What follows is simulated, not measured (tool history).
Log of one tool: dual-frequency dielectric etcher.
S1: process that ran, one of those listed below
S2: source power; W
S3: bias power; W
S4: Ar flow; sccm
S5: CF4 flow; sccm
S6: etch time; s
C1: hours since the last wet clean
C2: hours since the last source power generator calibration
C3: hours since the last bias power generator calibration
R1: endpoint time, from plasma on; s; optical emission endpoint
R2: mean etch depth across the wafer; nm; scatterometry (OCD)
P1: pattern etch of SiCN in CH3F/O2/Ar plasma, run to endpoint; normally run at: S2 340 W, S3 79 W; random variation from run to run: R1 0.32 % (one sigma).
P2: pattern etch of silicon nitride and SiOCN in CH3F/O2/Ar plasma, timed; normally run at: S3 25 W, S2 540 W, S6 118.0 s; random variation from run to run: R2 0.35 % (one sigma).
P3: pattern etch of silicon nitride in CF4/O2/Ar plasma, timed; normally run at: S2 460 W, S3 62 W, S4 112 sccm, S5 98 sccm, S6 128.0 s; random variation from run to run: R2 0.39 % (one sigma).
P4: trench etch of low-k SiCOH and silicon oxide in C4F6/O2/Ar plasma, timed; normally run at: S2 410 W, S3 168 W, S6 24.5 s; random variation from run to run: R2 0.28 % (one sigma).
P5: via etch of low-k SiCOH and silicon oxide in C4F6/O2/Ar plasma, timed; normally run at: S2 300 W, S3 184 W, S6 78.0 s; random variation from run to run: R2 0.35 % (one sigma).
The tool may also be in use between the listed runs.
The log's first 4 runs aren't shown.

| run | hour | S1 | S2 | S3 | S4 | S5 | S6 | C1 | C2 | C3 | R1 | R2 |
|---|---|---|---|---|---|---|---|---|---|---|---|---|
| 5 | 34.0 | P4 | 250 | 168 |  |  | 24.5 | 209.8 | 2788.9 | 2298.6 |  | 63.343 |
| 6 | 43.2 | P3 | 460 | 41 | 112 | 98 | 128.0 | 219.0 | 2798.1 | 2307.8 |  | 203.090 |
| 7 | 48.3 | P5 | 300 | 184 |  |  | 78.0 | 224.1 | 2803.2 | 2312.9 |  | 195.940 |
| 8 | 55.3 | P2 | 340 | 25 |  |  | 118.0 | 231.1 | 2810.2 | 2319.9 |  | 15.915 |
| 9 | 64.5 | P3 | 460 | 62 | 112 | 98 | 128.0 | 240.3 | 2819.4 | 2329.1 |  | 236.580 |
| 10 | 68.9 | P3 | 460 | 62 | 78 | 98 | 128.0 | 244.7 | 2823.8 | 2333.5 |  | 248.970 |
| 11 | 74.1 | P1 | 340 | 110 |  |  |  | 249.9 | 2829.0 | 2338.7 | 32.503 |  |
| 12 | 82.3 | P2 | 540 | 34 |  |  | 118.0 | 258.1 | 2837.2 | 2346.9 |  | 21.419 |
| 13 | 89.7 | P1 | 340 | 79 |  |  |  | 265.5 | 2844.6 | 2354.3 | 36.695 |  |
| 14 | 99.1 | P3 | 460 | 62 | 112 | 98 | 94.0 | 274.9 | 2854.0 | 2363.7 |  | 175.380 |
| 15 | 103.8 | P3 | 640 | 62 | 112 | 98 | 128.0 | 279.6 | 2858.7 | 2368.4 |  | 316.090 |
| 16 | 108.5 | P1 | 210 | 99 |  |  |  | 284.3 | 2863.4 | 2373.1 | 40.209 |  |
| 17 | 112.9 | P5 | 300 | 256 |  |  | 78.0 | 288.7 | 2867.8 | 2377.5 |  | 218.870 |
| 18 | 118.9 | P2 | 540 | 25 |  |  | 118.0 | 294.7 | 2873.8 | 2383.5 |  | 18.663 |
| 19 | 127.8 | P1 | 460 | 79 |  |  |  | 303.6 | 2882.7 | 2392.4 | 32.879 |  |
| 20 | 136.9 | P5 | 300 | 184 |  |  | 60.5 | 312.7 | 2891.8 | 2401.5 |  | 152.230 |
| 21 | 144.4 | P2 | 540 | 25 |  |  | 118.0 | 320.2 | 2899.3 | 2409.0 |  | 18.689 |

Forecast run 22:
| 22 | 150.1 | P3 | 460 | 62 | 112 | 125 | 128.0 | 325.9 | 2905.0 | 2414.7 |  | ? |

{"run 22": {"R2": 244.95}}
